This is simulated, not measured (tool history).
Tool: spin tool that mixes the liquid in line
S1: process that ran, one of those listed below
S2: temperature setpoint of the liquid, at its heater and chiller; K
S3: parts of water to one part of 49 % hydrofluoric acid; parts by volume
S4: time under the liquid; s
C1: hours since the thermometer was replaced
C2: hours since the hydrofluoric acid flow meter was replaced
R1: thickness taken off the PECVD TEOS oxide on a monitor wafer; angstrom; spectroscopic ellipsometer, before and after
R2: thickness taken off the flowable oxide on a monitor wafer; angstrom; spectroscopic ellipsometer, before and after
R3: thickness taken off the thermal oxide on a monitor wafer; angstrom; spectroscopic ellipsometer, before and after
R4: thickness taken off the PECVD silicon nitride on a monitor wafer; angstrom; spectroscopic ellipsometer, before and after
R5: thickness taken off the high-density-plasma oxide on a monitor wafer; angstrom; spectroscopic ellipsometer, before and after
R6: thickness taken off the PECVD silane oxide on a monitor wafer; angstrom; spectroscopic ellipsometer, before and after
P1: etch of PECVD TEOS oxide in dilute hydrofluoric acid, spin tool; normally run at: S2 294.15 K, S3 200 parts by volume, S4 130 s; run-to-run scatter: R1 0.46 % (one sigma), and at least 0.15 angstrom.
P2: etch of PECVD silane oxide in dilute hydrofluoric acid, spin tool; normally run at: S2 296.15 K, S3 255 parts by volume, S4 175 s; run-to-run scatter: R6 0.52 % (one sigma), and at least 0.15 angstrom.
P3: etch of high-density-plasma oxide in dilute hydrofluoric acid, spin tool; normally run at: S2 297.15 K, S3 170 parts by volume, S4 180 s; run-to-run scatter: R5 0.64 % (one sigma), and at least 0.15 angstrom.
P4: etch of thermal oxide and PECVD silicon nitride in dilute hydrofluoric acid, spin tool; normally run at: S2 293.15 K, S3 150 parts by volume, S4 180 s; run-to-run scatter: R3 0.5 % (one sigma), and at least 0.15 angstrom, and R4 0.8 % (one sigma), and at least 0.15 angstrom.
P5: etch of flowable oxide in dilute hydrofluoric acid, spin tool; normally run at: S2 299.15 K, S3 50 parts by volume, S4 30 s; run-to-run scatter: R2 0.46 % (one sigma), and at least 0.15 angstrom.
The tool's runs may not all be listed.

run,hour,S1,S2,S3,S4,C1,C2,R1,R2,R3,R4,R5,R6
1,2.7,P1,294.15,200,130,1044.1,1378.8,65.368,,,,,
2,6.0,P5,306.15,50,30,1047.4,1382.1,,259.38,,,,
3,10.2,P5,299.15,50,30,1051.6,1386.3,,197.19,,,,
4,12.8,P1,294.15,200,130,1054.2,1388.9,65.127,,,,,
5,16.2,P4,293.15,215,180,1057.6,1392.3,,,32.506,20.619,,
6,18.4,P4,293.15,150,180,1059.8,1394.5,,,49.506,28.998,,
7,22.3,P3,297.15,65,180,1063.7,1398.4,,,,,150.360,
8,25.2,P3,302.15,170,180,1066.6,1401.3,,,,,61.691,
9,29.5,P3,297.15,170,180,1070.9,1405.6,,,,,50.800,
10,32.3,P1,300.65,200,130,1073.7,1408.4,83.518,,,,,
11,34.7,P5,299.15,50,30,1076.1,1410.8,,197.59,,,,
12,37.7,P2,296.15,255,315,1079.1,1413.8,,,,,,243.41
13,41.2,P3,297.15,170,15,1082.6,1417.3,,,,,4.358,
14,43.4,P1,294.15,200,190,1084.8,1419.5,97.088,,,,,
15,45.9,P1,290.15,65,130,1087.3,1422.0,197.920,,,,,
16,49.8,P4,293.15,150,80,1091.2,1425.9,,,21.967,12.813,,
17,54.0,P1,294.15,200,70,1095.4,1430.1,35.350,,,,,
18,56.0,P4,297.15,150,180,1097.4,1432.1,,,57.662,37.823,,
19,58.8,P2,296.15,255,175,1100.2,1434.9,,,,,,136.99
20,62.0,P1,290.15,200,130,1103.4,1438.1,56.052,,,,,
21,64.6,P1,294.15,200,130,1106.0,1440.7,65.807,,,,,
22,67.0,P4,293.15,150,180,1108.4,1443.1,,,49.897,29.026,,
23,70.6,P1,294.15,200,130,1112.0,1446.7,65.988,,,,,
24,74.6,P5,299.15,75,30,1116.0,1450.7,,127.17,,,,
25,78.5,P1,294.15,95,130,1119.9,1454.6,154.730,,,,,

Run 26 comes next. What will it give?
26,81.8,P1,294.15,200,130,1123.2,1457.9,?,,,,,

{"run 26": {"R1": 65.661}}
